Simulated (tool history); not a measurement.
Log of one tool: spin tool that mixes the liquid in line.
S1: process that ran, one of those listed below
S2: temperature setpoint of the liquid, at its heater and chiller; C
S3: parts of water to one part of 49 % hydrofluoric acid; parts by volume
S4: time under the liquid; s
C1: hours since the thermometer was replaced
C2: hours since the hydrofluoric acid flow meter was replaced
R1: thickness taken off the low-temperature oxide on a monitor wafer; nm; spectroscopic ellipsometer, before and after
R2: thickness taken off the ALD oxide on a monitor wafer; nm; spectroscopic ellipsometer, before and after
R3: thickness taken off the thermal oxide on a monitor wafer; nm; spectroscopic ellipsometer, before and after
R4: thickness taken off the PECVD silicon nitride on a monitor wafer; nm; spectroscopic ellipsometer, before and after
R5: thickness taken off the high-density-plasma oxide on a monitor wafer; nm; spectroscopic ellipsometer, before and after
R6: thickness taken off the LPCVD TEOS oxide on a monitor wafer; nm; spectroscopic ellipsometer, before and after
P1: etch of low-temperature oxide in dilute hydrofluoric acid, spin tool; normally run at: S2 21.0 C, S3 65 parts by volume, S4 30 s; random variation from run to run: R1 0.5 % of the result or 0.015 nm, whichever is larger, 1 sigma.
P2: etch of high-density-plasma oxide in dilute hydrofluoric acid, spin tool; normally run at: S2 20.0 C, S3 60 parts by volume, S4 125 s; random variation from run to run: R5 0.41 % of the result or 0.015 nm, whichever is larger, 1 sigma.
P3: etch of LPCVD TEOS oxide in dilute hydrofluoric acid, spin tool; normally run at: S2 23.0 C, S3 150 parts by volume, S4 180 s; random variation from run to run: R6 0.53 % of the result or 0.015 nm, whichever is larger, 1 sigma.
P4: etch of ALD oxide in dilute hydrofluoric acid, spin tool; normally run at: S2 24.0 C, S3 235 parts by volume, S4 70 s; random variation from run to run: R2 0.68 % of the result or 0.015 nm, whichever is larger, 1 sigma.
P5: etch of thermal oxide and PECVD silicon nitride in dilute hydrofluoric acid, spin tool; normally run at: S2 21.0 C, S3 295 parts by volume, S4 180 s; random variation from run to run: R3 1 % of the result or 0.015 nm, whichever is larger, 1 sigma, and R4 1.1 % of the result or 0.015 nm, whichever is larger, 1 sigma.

run   hour  S1    S2   S3   S4      C1     C2       R1      R2       R3       R4       R5      R6
  1   10.9  P1  21.0   65   30  1841.9  498.9  10.2730
  2   20.9  P4  24.0  235   70  1851.9  508.9           4.0918
  3   34.3  P5  17.0  295  180  1865.3  522.3                   1.74910  1.76270
  4   49.8  P2  20.0   25  125  1880.8  537.8                                     24.0070
  5   63.9  P1  21.0   65   55  1894.9  551.9  18.7540
  6   74.8  P1  17.0   20   30  1905.8  562.8  29.4590
  7   85.4  P4  24.0  235   20  1916.4  573.4           1.1841
  8  101.0  P1  21.0   40   30  1932.0  589.0  17.1770
  9  114.5  P1  21.0   65   30  1945.5  602.5  10.3870
     119.8  -- hydrofluoric acid flow meter replaced
 10  127.6  P2  20.0   60  125  1958.6    7.8                                      9.5317
 11  137.2  P1  25.5   65   30  1968.2   17.4  12.3210
 12  151.9  P3  23.0  150  180  1982.9   32.1                                              18.324
 13  163.2  P4  24.0  235   70  1994.2   43.4           4.1222
 14  179.3  P1  21.0   65   15  2010.3   59.5   5.1848
 15  190.8  P3  23.0  150  350  2021.8   71.0                                              35.412
 16  200.8  P5  21.0  295  180  2031.8   81.0                   1.96970  2.29320
 17  217.4  P3  23.0   45  180  2048.4   97.6                                              69.393
 18  225.4  P2  20.0   60  125  2056.4  105.6                                      9.4862
 19  242.9  P5  21.0  295  180  2073.9  123.1                   2.00670  2.23820
 20  259.2  P1  21.0   65   30  2090.2  139.4  10.2950
 21  270.6  P1  26.5   65   15  2101.6  150.8   6.4156
 22  281.6  P1  21.0  105   30  2112.6  161.8   6.0084
 23  295.5  P1  26.5  105   30  2126.5  175.7   7.5594
 24  307.2  P2  17.0   60  125  2138.2  187.4                                      8.3182
 25  318.0  P1  17.5   65   30  2149.0  198.2   8.8165
 26  331.1  P2  20.0   60  210  2162.1  211.3                                     15.9870
 27  339.5  P1  21.0   65   30  2170.5  219.7  10.2640
 28  349.5  P3  23.0  150  180  2180.5  229.7                                              18.321
 29  360.1  P5  21.0  295   40  2191.1  240.3                   0.46659  0.48629
 30  373.4  P4  18.0  235   70  2204.4  253.6           3.2558
 31  385.9  P5  21.0  420  180  2216.9  266.1                   1.27180  1.64940
 32  401.6  P3  17.0  150  180  2232.6  281.8                                              14.488
 33  415.5  P1  21.0   65   30  2246.5  295.7  10.2210
 34  426.0  P4  24.0  430   70  2257.0  306.2           1.8609
 35  433.7  P1  21.0   65   30  2264.7  313.9  10.2010
 36  442.8  P1  21.0   65   30  2273.8  323.0  10.3760
 37  453.3  P1  21.0   65   30  2284.3  333.5  10.6350
 38  464.5  P1  21.0   65   30  2295.5  344.7  10.7360
 39  473.5  P1  21.0   65   30  2304.5  353.7  10.7570
 40  481.8  P1  21.0   65   30  2312.8  362.0  10.8860
 41  493.7  P1  21.0   65   30  2324.7  373.9  10.9000
 42  510.8  P1  21.0   65   30  2341.8  391.0  11.0510
 43  523.5  P1  21.0   65   30  2354.5  403.7  11.0600
 44  534.3  P1  21.0   65   30  2365.3  414.5  11.0180
 45  549.5  P1  21.0   65   30  2380.5  429.7  11.0430
 46  564.3  P1  21.0   65   30  2395.3  444.5  10.9930

What P1 gives has crept away from where it was. These 2 causes fit the log equally well, each at the size given:
A: liquid hotter than its thermometer reads (K) = 1.77
B: hydrofluoric acid flow above the setpoint (%) = 7.02
The creep began at about hour 433.7.

4 check runs are offered, each on 5 wafers whose results are averaged, their results left as question marks. Which one tells the causes apart?
check 1  579.1  P4  18.5  235   25               ?
check 2  579.1  P3  23.0   50  180                               ?
check 3  579.1  P2  20.0   60  200                           ?
check 4  579.1  P5  17.0  295  180                   ?   ?

What each check would give under each cause:
  check  result     if A     if B
check 1      R2   1.2702   1.2889
check 2      R6   66.631   66.577
check 3      R5  16.4250  16.4000
check 4      R3  1.84110  1.87400
check 4      R4  1.95690  1.86050
How far apart the two closest causes lie, in the result that separates them most: check 1 1.46 %; check 2 0.08 %; check 3 0.15 %; check 4 5.05 %
Only check 4 tells the causes apart: in the others they would give nearly the same result.

Then check 4 was run and gave: R3 1.84980 nm; R4 1.95340 nm. Which cause is it?

It is A: liquid hotter than its thermometer reads (K).

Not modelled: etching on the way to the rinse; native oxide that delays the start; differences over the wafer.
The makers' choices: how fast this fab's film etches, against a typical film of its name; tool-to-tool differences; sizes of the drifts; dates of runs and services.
